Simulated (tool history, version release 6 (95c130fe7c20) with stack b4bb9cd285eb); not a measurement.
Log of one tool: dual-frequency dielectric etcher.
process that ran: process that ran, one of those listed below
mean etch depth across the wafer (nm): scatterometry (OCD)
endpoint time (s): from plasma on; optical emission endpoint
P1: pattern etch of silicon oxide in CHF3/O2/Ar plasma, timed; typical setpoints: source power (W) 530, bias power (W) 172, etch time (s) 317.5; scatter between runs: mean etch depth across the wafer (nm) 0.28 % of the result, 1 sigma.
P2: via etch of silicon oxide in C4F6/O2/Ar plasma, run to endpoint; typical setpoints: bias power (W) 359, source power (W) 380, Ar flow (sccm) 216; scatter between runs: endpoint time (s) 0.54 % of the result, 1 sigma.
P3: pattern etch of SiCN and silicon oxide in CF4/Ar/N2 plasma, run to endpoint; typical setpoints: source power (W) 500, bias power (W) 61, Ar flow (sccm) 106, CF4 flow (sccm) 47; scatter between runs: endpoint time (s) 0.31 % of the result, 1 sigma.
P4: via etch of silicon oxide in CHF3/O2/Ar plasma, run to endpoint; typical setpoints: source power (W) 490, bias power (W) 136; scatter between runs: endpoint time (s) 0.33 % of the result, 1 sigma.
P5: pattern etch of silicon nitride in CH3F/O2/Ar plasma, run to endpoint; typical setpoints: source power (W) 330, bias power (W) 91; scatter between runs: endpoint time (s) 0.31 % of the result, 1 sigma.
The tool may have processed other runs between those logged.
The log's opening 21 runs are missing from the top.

run	hour	process that ran	source power (W)	bias power (W)	etch time (s)	Ar flow (sccm)	CF4 flow (sccm)	mean etch depth across the wafer (nm)	endpoint time (s)
22	234.5	P2	380	359		216			19.591
23	241.6	P3	500	37		106	47		25.308
24	252.5	P1	530	172	317.5			578.22	
25	259.6	P1	530	227	224			451.01	
26	267.8	P3	500	61		106	47		21.534
27	279.5	P4	390	136					264.77
28	287.2	P4	490	136					242.85
29	295.4	P1	530	172	317.5			579.29	
30	307.4	P5	330	91					31.013
31	314.6	P1	530	172	317.5			579.25	
32	324	P3	500	61		106	47		21.647
33	337.4	P1	530	172	317.5			579.19	
34	346.9	P1	530	172	317.5			576.41	
35	359.5	P1	530	172	317.5			582.17	
36	368.7	P1	530	172	317.5			583.6	

Forecast run 37:
37	381.6	P1	530	172	317.5			?	

{"run 37": {"mean etch depth across the wafer (nm)": 585.23}}

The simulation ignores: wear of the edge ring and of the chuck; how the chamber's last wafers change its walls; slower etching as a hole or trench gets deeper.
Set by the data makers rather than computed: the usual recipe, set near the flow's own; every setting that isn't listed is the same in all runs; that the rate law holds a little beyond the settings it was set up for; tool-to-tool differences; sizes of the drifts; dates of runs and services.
